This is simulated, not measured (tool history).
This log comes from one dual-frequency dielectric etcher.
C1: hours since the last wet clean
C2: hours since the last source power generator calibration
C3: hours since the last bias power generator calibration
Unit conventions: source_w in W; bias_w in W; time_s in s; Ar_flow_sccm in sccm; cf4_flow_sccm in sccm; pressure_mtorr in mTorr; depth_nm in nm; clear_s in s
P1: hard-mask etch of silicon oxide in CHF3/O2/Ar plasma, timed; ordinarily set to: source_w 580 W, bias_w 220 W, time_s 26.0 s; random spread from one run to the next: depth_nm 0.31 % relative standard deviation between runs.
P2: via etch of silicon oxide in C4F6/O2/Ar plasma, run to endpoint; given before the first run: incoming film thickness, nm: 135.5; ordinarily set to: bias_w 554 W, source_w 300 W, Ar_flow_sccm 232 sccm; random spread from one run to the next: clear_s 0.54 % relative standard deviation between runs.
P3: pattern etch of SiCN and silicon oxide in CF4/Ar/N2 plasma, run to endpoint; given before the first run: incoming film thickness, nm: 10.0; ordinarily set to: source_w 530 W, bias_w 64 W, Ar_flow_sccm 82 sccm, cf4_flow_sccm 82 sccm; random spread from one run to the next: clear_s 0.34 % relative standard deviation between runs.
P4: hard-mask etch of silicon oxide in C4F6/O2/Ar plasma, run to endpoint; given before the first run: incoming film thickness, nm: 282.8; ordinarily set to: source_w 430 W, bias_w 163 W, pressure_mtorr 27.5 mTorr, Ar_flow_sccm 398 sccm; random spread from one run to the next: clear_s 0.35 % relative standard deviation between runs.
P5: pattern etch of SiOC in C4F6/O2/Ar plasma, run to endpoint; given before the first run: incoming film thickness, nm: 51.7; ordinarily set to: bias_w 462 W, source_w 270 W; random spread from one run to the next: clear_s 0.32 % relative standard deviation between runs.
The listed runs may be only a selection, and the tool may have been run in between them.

Run 1, day 0.271: process P1, source_w 580 W, bias_w 220 W, time_s 26.0 s; C1 261.5; C2 3555.9; C3 1603.9. Result: depth_nm 57.009 nm.
Run 2, day 0.504: process P3, source_w 530 W, bias_w 79 W, Ar_flow_sccm 82 sccm, cf4_flow_sccm 82 sccm; C1 267.1; C2 3561.5; C3 1609.5. Result: clear_s 9.4314 s.
Run 3, day 0.804: process P1, source_w 580 W, bias_w 220 W, time_s 26.0 s; C1 274.3; C2 3568.7; C3 1616.7. Result: depth_nm 57.345 nm.
Run 4, day 1.233: process P1, source_w 580 W, bias_w 220 W, time_s 26.0 s; C1 284.6; C2 3579.0; C3 1627.0. Result: depth_nm 57.193 nm.
Run 5, day 1.571: process P4, source_w 430 W, bias_w 163 W, Ar_flow_sccm 398 sccm, pressure_mtorr 38.0 mTorr; C1 292.7; C2 3587.1; C3 1635.1. Result: clear_s 93.9200 s.
Run 6, day 1.942: process P2, source_w 180 W, bias_w 554 W, Ar_flow_sccm 232 sccm; C1 301.6; C2 3596.0; C3 1644.0. Result: clear_s 39.0080 s.
Run 7, day 2.179: process P2, source_w 300 W, bias_w 554 W, Ar_flow_sccm 232 sccm; C1 307.3; C2 3601.7; C3 1649.7. Result: clear_s 32.3860 s.
Run 8, day 2.492: process P5, source_w 360 W, bias_w 462 W; C1 314.8; C2 3609.2; C3 1657.2. Result: clear_s 18.4980 s.
Run 9, day 2.779: process P3, source_w 530 W, bias_w 64 W, Ar_flow_sccm 82 sccm, cf4_flow_sccm 63 sccm; C1 321.7; C2 3616.1; C3 1664.1. Result: clear_s 10.4830 s.
Run 10, day 3.038: process P4, source_w 430 W, bias_w 108 W, Ar_flow_sccm 398 sccm, pressure_mtorr 27.5 mTorr; C1 327.9; C2 3622.3; C3 1670.3. Result: clear_s 101.8100 s.
Run 11, day 3.400: process P2, source_w 300 W, bias_w 346 W, Ar_flow_sccm 232 sccm; C1 336.6; C2 3631.0; C3 1679.0. Result: clear_s 38.5960 s.
Run 12, day 3.625: process P1, source_w 580 W, bias_w 220 W, time_s 26.0 s; C1 342.0; C2 3636.4; C3 1684.4. Result: depth_nm 56.866 nm.
Run 13, day 3.938: process P4, source_w 430 W, bias_w 163 W, Ar_flow_sccm 398 sccm, pressure_mtorr 27.5 mTorr; C1 349.5; C2 3643.9; C3 1691.9. Result: clear_s 90.2540 s.
Run 14, day 4.233: process P4, source_w 430 W, bias_w 163 W, Ar_flow_sccm 472 sccm, pressure_mtorr 27.5 mTorr; C1 356.6; C2 3651.0; C3 1699.0. Result: clear_s 91.9600 s.
Run 15, day 4.562: process P1, source_w 580 W, bias_w 220 W, time_s 26.0 s; C1 364.5; C2 3658.9; C3 1706.9. Result: depth_nm 57.143 nm.
Run 16, day 4.771: process P4, source_w 430 W, bias_w 163 W, Ar_flow_sccm 398 sccm, pressure_mtorr 27.5 mTorr; C1 369.5; C2 3663.9; C3 1711.9. Result: clear_s 90.4060 s.
Run 17, day 4.992: process P1, source_w 410 W, bias_w 220 W, time_s 36.0 s; C1 374.8; C2 3669.2; C3 1717.2. Result: depth_nm 69.751 nm.
Run 18, day 5.450: process P1, source_w 580 W, bias_w 220 W, time_s 26.0 s; C1 385.8; C2 3680.2; C3 1728.2. Result: depth_nm 57.150 nm.
Run 19, day 5.771: process P3, source_w 730 W, bias_w 64 W, Ar_flow_sccm 82 sccm, cf4_flow_sccm 82 sccm; C1 393.5; C2 3687.9; C3 1735.9. Result: clear_s 7.5625 s.
Run 20, day 6.171: process P3, source_w 530 W, bias_w 64 W, Ar_flow_sccm 60 sccm, cf4_flow_sccm 82 sccm; C1 403.1; C2 3697.5; C3 1745.5. Result: clear_s 9.6817 s.
Run 21, day 6.392: process P1, source_w 580 W, bias_w 220 W, time_s 16.5 s; C1 408.4; C2 3702.8; C3 1750.8. Result: depth_nm 36.221 nm.
Run 22, day 6.800: process P2, source_w 300 W, bias_w 554 W, Ar_flow_sccm 232 sccm; C1 418.2; C2 3712.6; C3 1760.6. Result: clear_s 32.6010 s.
Run 23, day 7.258: process P4, source_w 300 W, bias_w 163 W, Ar_flow_sccm 398 sccm, pressure_mtorr 27.5 mTorr; C1 429.2; C2 3723.6; C3 1771.6. Result: clear_s 103.4900 s.
Run 24, day 7.525: process P1, source_w 580 W, bias_w 220 W, time_s 37.5 s; C1 435.6; C2 3730.0; C3 1778.0. Result: depth_nm 82.512 nm.
Run 25, day 7.796: process P1, source_w 460 W, bias_w 220 W, time_s 26.0 s; C1 442.1; C2 3736.5; C3 1784.5. Result: depth_nm 52.468 nm.
Run 26, day 8.108: process P5, source_w 270 W, bias_w 462 W; C1 449.6; C2 3744.0; C3 1792.0. Result: clear_s 20.6730 s.
Run 27, day 8.517: process P1, source_w 700 W, bias_w 220 W, time_s 26.0 s; C1 459.4; C2 3753.8; C3 1801.8. Result: depth_nm 61.299 nm.
Run 28, day 8.829: process P1, source_w 580 W, bias_w 300 W, time_s 26.0 s; C1 466.9; C2 3761.3; C3 1809.3. Result: depth_nm 63.459 nm.
Run 29, day 9.079: process P1, source_w 580 W, bias_w 180 W, time_s 26.0 s; C1 472.9; C2 3767.3; C3 1815.3. Result: depth_nm 53.615 nm.
Run 30, day 9.288: process P5, source_w 270 W, bias_w 582 W; C1 477.9; C2 3772.3; C3 1820.3. Result: clear_s 18.8950 s.
Run 31, day 9.521: process P3, source_w 530 W, bias_w 64 W, Ar_flow_sccm 82 sccm, cf4_flow_sccm 82 sccm; C1 483.5; C2 3777.9; C3 1825.9. Result: clear_s 10.0470 s.
Run 32, day 9.754: process P2, source_w 300 W, bias_w 554 W, Ar_flow_sccm 319 sccm; C1 489.1; C2 3783.5; C3 1831.5. Result: clear_s 33.5740 s.
Run 33, day 9.954: process P5, source_w 270 W, bias_w 462 W; C1 493.9; C2 3788.3; C3 1836.3. Result: clear_s 20.5040 s.
Run 34, day 10.262: process P1, source_w 580 W, bias_w 220 W, time_s 26.0 s; C1 501.3; C2 3795.7; C3 1843.7. Result: depth_nm 57.143 nm.
Run 35, day 10.504: process P1, source_w 580 W, bias_w 220 W, time_s 26.0 s; C1 507.1; C2 3801.5; C3 1849.5. Result: depth_nm 57.055 nm.
Run 36, day 10.829: process P1, source_w 580 W, bias_w 220 W, time_s 26.0 s; C1 514.9; C2 3809.3; C3 1857.3. Result: depth_nm 56.571 nm.
Run 37, day 11.062: process P1, source_w 580 W, bias_w 220 W, time_s 26.0 s; C1 520.5; C2 3814.9; C3 1862.9. Result: depth_nm 56.250 nm.
Run 38, day 11.296: process P1, source_w 580 W, bias_w 220 W, time_s 26.0 s; C1 526.1; C2 3820.5; C3 1868.5. Result: depth_nm 56.422 nm.
Run 39, day 11.629: process P1, source_w 580 W, bias_w 220 W, time_s 26.0 s; C1 534.1; C2 3828.5; C3 1876.5. Result: depth_nm 56.331 nm.
Run 40, day 11.900: process P1, source_w 580 W, bias_w 220 W, time_s 26.0 s; C1 540.6; C2 3835.0; C3 1883.0. Result: depth_nm 56.475 nm.
At day 12.050: wet clean of the chamber.
Run 41, day 12.200: process P1, source_w 580 W, bias_w 220 W, time_s 26.0 s; C1 3.7; C2 3842.2; C3 1890.2. Result: depth_nm 56.290 nm.
Run 42, day 12.433: process P1, source_w 580 W, bias_w 220 W, time_s 26.0 s; C1 9.3; C2 3847.8; C3 1895.8. Result: depth_nm 55.914 nm.
Run 43, day 12.754: process P1, source_w 580 W, bias_w 220 W, time_s 26.0 s; C1 17.0; C2 3855.5; C3 1903.5. Result: depth_nm 56.262 nm.
Run 44, day 13.112: process P1, source_w 580 W, bias_w 220 W, time_s 26.0 s; C1 25.6; C2 3864.1; C3 1912.1. Result: depth_nm 55.806 nm.

Something has made what P1 gives creep away from where it was; the 2 causes below, each at its own stated size, fit the log equally well:
A: bias power that arrives under what is set, % = 4.87
B: source power that arrives under what is set, % = 4.5
Onset of the creep was near day 10.262.
Other possible causes, and why each is ruled out:
chamber walls in a state that lowers the etch rate, %: serviced at day 12.050, after the change had begun; the process did not return to its earlier output

4 check runs are offered, one wafer each, their results left as question marks. Which one tells the causes apart?
Run check 1, day 13.471: process P5, source_w 270 W, bias_w 462 W. Result: clear_s ?.
Run check 2, day 13.471: process P3, source_w 530 W, bias_w 64 W, Ar_flow_sccm 82 sccm, cf4_flow_sccm 82 sccm. Result: clear_s ?.
Run check 3, day 13.471: process P2, source_w 300 W, bias_w 554 W, Ar_flow_sccm 232 sccm. Result: clear_s ?.
Run check 4, day 13.471: process P4, source_w 430 W, bias_w 163 W, Ar_flow_sccm 398 sccm, pressure_mtorr 27.5 mTorr. Result: clear_s ?.

How each check would come out, cause by cause:
  check   result     if A     if B
check 1  clear_s  21.0170  20.9790
check 2  clear_s  10.2340  10.5020
check 3  clear_s  33.0120  32.9360
check 4  clear_s  91.8690  92.1280
Per-check spread between the two closest causes, in the result where they differ most: check 1 0.18 %; check 2 2.58 %; check 3 0.23 %; check 4 0.28 %
The other checks would show nearly matching results whichever cause is true, so check 2 is the only one that separates the causes.

Then check 2 was run and gave: clear_s 10.4750 s. Which cause is it?

It was cause B: source power that arrives under what is set, %.

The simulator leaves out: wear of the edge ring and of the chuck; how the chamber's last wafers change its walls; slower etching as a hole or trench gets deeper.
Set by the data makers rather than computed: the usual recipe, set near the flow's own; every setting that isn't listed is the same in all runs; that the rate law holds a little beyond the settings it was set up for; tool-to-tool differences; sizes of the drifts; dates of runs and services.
